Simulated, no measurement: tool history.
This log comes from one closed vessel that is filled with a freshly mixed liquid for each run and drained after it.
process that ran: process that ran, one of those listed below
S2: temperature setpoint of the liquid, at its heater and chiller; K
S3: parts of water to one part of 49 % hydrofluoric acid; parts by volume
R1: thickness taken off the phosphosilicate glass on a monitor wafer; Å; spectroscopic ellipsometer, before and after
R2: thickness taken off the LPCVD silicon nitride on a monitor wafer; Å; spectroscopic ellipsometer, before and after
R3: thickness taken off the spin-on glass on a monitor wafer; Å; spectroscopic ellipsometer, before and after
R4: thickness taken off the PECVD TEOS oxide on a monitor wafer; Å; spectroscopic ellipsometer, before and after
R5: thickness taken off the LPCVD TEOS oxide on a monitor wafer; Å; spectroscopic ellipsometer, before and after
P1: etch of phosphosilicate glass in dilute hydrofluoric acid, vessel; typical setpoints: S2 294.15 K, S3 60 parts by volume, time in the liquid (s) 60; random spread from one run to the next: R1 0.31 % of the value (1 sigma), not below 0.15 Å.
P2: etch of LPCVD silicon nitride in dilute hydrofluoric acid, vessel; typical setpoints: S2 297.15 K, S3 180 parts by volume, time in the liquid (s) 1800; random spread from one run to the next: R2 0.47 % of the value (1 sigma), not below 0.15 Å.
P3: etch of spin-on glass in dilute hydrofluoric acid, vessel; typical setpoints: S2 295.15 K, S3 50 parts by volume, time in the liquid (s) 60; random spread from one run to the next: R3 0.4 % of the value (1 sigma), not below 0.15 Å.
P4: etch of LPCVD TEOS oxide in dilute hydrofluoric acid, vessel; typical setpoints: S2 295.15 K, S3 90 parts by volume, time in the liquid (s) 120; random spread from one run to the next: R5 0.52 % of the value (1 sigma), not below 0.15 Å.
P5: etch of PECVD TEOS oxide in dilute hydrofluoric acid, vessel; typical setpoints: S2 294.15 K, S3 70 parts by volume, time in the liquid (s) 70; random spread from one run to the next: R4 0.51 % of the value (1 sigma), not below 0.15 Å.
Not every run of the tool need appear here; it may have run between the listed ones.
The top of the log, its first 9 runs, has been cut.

{"run": 10, "hour": 27.5, "process that ran": "P5", "S2": 301.15, "S3": 70, "time in the liquid (s)": 70, "R4": 289.39}
{"run": 11, "hour": 30.8, "process that ran": "P1", "S2": 294.15, "S3": 60, "time in the liquid (s)": 60, "R1": 748.18}
{"run": 12, "hour": 33.2, "process that ran": "P5", "S2": 294.15, "S3": 70, "time in the liquid (s)": 125, "R4": 390.88}
{"run": 13, "hour": 37.4, "process that ran": "P1", "S2": 294.15, "S3": 60, "time in the liquid (s)": 60, "R1": 748.04}
{"run": 14, "hour": 40.8, "process that ran": "P2", "S2": 297.15, "S3": 180, "time in the liquid (s)": 1800, "R2": 44.625}
{"run": 15, "hour": 43.2, "process that ran": "P1", "S2": 294.15, "S3": 60, "time in the liquid (s)": 60, "R1": 747.68}
{"run": 16, "hour": 46.1, "process that ran": "P2", "S2": 297.15, "S3": 75, "time in the liquid (s)": 1800, "R2": 106.09}
{"run": 17, "hour": 49.4, "process that ran": "P1", "S2": 294.15, "S3": 60, "time in the liquid (s)": 35, "R1": 434.8}
{"run": 18, "hour": 51.6, "process that ran": "P3", "S2": 295.15, "S3": 25, "time in the liquid (s)": 60, "R3": 1461.4}
{"run": 19, "hour": 53.9, "process that ran": "P1", "S2": 294.15, "S3": 60, "time in the liquid (s)": 60, "R1": 754.71}
{"run": 20, "hour": 57.7, "process that ran": "P3", "S2": 295.15, "S3": 50, "time in the liquid (s)": 60, "R3": 703.9}
{"run": 21, "hour": 60.1, "process that ran": "P1", "S2": 301.65, "S3": 60, "time in the liquid (s)": 60, "R1": 1021.8}
{"run": 22, "hour": 63.1, "process that ran": "P2", "S2": 297.15, "S3": 180, "time in the liquid (s)": 1800, "R2": 44.487}
{"run": 23, "hour": 66.7, "process that ran": "P1", "S2": 290.15, "S3": 60, "time in the liquid (s)": 60, "R1": 628.71}
{"run": 24, "hour": 70.2, "process that ran": "P4", "S2": 295.15, "S3": 140, "time in the liquid (s)": 120, "R5": 295.23}
{"run": 25, "hour": 73.1, "process that ran": "P2", "S2": 297.15, "S3": 180, "time in the liquid (s)": 3000, "R2": 74.114}
{"run": 26, "hour": 75.5, "process that ran": "P1", "S2": 294.15, "S3": 30, "time in the liquid (s)": 60, "R1": 1557.8}
{"run": 27, "hour": 79.2, "process that ran": "P3", "S2": 295.15, "S3": 50, "time in the liquid (s)": 30, "R3": 352.39}

What will run 28 give?
{"run": 28, "hour": 81.2, "process that ran": "P1", "S2": 300.65, "S3": 60, "time in the liquid (s)": 30, "R1": "?"}

{"run 28": {"R1": 489.13}}
